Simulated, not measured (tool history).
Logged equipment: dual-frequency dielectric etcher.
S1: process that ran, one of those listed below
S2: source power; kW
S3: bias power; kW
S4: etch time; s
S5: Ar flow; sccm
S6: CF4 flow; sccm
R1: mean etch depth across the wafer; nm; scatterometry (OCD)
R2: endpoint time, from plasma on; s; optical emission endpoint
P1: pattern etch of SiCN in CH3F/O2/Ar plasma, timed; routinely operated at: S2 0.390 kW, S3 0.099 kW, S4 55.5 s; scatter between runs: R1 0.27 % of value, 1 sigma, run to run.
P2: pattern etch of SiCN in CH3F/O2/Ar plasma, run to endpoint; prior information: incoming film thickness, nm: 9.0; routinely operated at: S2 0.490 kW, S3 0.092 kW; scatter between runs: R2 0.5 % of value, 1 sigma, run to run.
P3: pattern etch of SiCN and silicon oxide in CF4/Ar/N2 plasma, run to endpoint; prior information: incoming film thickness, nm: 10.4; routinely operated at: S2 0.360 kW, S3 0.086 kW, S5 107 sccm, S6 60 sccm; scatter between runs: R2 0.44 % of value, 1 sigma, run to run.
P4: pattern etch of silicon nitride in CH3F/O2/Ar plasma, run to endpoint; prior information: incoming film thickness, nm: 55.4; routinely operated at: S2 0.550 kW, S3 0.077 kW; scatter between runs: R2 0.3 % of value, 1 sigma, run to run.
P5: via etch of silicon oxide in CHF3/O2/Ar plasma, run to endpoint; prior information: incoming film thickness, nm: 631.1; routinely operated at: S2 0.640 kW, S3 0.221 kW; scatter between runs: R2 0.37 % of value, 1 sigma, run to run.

Run 1, day 0.371: S1 P1, S2 0.390 kW, S3 0.099 kW, S4 55.5 s. Result: R1 23.417 nm.
Run 2, day 0.842: S1 P4, S2 0.780 kW, S3 0.077 kW. Result: R2 59.514 s.
Run 3, day 1.121: S1 P3, S2 0.280 kW, S3 0.086 kW, S5 107 sccm, S6 60 sccm. Result: R2 17.762 s.
Run 4, day 1.392: S1 P1, S2 0.390 kW, S3 0.136 kW, S4 67.0 s. Result: R1 31.878 nm.
Run 5, day 1.704: S1 P3, S2 0.360 kW, S3 0.057 kW, S5 107 sccm, S6 60 sccm. Result: R2 16.295 s.
Run 6, day 2.208: S1 P2, S2 0.490 kW, S3 0.055 kW. Result: R2 25.274 s.
Run 7, day 2.658: S1 P1, S2 0.390 kW, S3 0.134 kW, S4 55.5 s. Result: R1 26.356 nm.
Run 8, day 3.021: S1 P1, S2 0.290 kW, S3 0.099 kW, S4 32.5 s. Result: R1 12.297 nm.
Run 9, day 3.350: S1 P1, S2 0.390 kW, S3 0.099 kW, S4 55.5 s. Result: R1 23.447 nm.
Run 10, day 3.850: S1 P1, S2 0.390 kW, S3 0.060 kW, S4 55.5 s. Result: R1 19.516 nm.
Run 11, day 4.096: S1 P2, S2 0.600 kW, S3 0.092 kW. Result: R2 19.577 s.
Run 12, day 4.475: S1 P4, S2 0.550 kW, S3 0.077 kW. Result: R2 68.196 s.
Run 13, day 4.871: S1 P1, S2 0.390 kW, S3 0.099 kW, S4 82.0 s. Result: R1 34.589 nm.
Run 14, day 5.142: S1 P3, S2 0.360 kW, S3 0.086 kW, S5 107 sccm, S6 60 sccm. Result: R2 14.144 s.
Run 15, day 5.542: S1 P2, S2 0.490 kW, S3 0.092 kW. Result: R2 21.137 s.
Run 16, day 5.988: S1 P3, S2 0.360 kW, S3 0.086 kW, S5 107 sccm, S6 47 sccm. Result: R2 14.671 s.
Run 17, day 6.496: S1 P1, S2 0.510 kW, S3 0.099 kW, S4 55.5 s. Result: R1 25.822 nm.
At day 6.604: source power generator calibrated.
Run 18, day 6.738: S1 P1, S2 0.390 kW, S3 0.099 kW, S4 39.0 s. Result: R1 16.454 nm.
Run 19, day 6.979: S1 P3, S2 0.360 kW, S3 0.086 kW, S5 107 sccm, S6 60 sccm. Result: R2 14.221 s.
Run 20, day 7.404: S1 P5, S2 0.640 kW, S3 0.313 kW. Result: R2 264.960 s.
Run 21, day 7.746: S1 P1, S2 0.390 kW, S3 0.099 kW, S4 55.5 s. Result: R1 23.422 nm.
Run 22, day 8.108: S1 P5, S2 0.640 kW, S3 0.221 kW. Result: R2 300.050 s.
Run 23, day 8.571: S1 P4, S2 0.550 kW, S3 0.077 kW. Result: R2 68.309 s.
Run 24, day 8.846: S1 P4, S2 0.550 kW, S3 0.107 kW. Result: R2 60.623 s.
Run 25, day 9.208: S1 P5, S2 0.640 kW, S3 0.221 kW. Result: R2 298.610 s.
Run 26, day 9.733: S1 P1, S2 0.390 kW, S3 0.121 kW, S4 34.0 s. Result: R1 15.495 nm.
Run 27, day 10.033: S1 P3, S2 0.360 kW, S3 0.086 kW, S5 145 sccm, S6 60 sccm. Result: R2 14.858 s.
Run 28, day 10.442: S1 P1, S2 0.310 kW, S3 0.099 kW, S4 55.5 s. Result: R1 21.521 nm.
Run 29, day 10.904: S1 P1, S2 0.390 kW, S3 0.099 kW, S4 55.5 s. Result: R1 23.403 nm.
Run 30, day 11.425: S1 P5, S2 0.820 kW, S3 0.221 kW. Result: R2 274.600 s.
Run 31, day 11.700: S1 P1, S2 0.390 kW, S3 0.099 kW, S4 55.5 s. Result: R1 23.502 nm.
Run 32, day 12.146: S1 P1, S2 0.390 kW, S3 0.099 kW, S4 55.5 s. Result: R1 23.450 nm.
Run 33, day 12.633: S1 P1, S2 0.390 kW, S3 0.099 kW, S4 55.5 s. Result: R1 23.587 nm.
Run 34, day 13.029: S1 P1, S2 0.390 kW, S3 0.099 kW, S4 55.5 s. Result: R1 23.636 nm.
Run 35, day 13.517: S1 P1, S2 0.390 kW, S3 0.099 kW, S4 55.5 s. Result: R1 23.737 nm.
Run 36, day 13.871: S1 P1, S2 0.390 kW, S3 0.099 kW, S4 55.5 s. Result: R1 23.723 nm.
At day 14.171: wet clean of the chamber.
Run 37, day 14.388: S1 P1, S2 0.390 kW, S3 0.099 kW, S4 55.5 s. Result: R1 23.802 nm.
Run 38, day 14.646: S1 P1, S2 0.390 kW, S3 0.099 kW, S4 55.5 s. Result: R1 23.615 nm.
Run 39, day 14.975: S1 P1, S2 0.390 kW, S3 0.099 kW, S4 55.5 s. Result: R1 23.817 nm.

The log shows P1 creeping away from where it was. Any of the 2 causes listed here, at the size stated for it, fits the log just as well as the others:
A: source power that arrives over what is set, % = 3.75
B: bias power that arrives over what is set, % = 3.65
The gradual shift began around day 12.146.
Every other cause this tool's parts could produce, and why it does not fit the log:
chamber walls in a state that raises the etch rate, %: work on it at day 14.171, done after the drift set in, did not restore what the process gave before

Which of the check runs below tells the causes apart, meaning the causes would give it clearly different results? Each run uses 3 wafers whose results are averaged, and each result is shown as a question mark.
Run check 1, day 15.304: S1 P3, S2 0.360 kW, S3 0.059 kW, S5 107 sccm, S6 60 sccm. Result: R2 ?.
Run check 2, day 15.304: S1 P2, S2 0.560 kW, S3 0.071 kW. Result: R2 ?.
Run check 3, day 15.304: S1 P4, S2 0.770 kW, S3 0.104 kW. Result: R2 ?.
Run check 4, day 15.304: S1 P5, S2 0.770 kW, S3 0.308 kW. Result: R2 ?.

What every check run would give for each of its results, assuming each possible cause in turn:
  check  result     if A     if B
check 1      R2   15.697   16.017
check 2      R2   21.749   21.784
check 3      R2   53.400   53.461
check 4      R2  245.630  245.790
Separation of the two closest causes in each check, using whichever result separates them best: check 1 2.02 %; check 2 0.16 %; check 3 0.11 %; check 4 0.06 %
Only in check 1 would the causes give clearly different results; in the remaining checks their results would be nearly the same.

After running check 1, the following was obtained: R2 15.721 s. Which cause does this point to?

The correct cause is A, namely: source power that arrives over what is set, %.
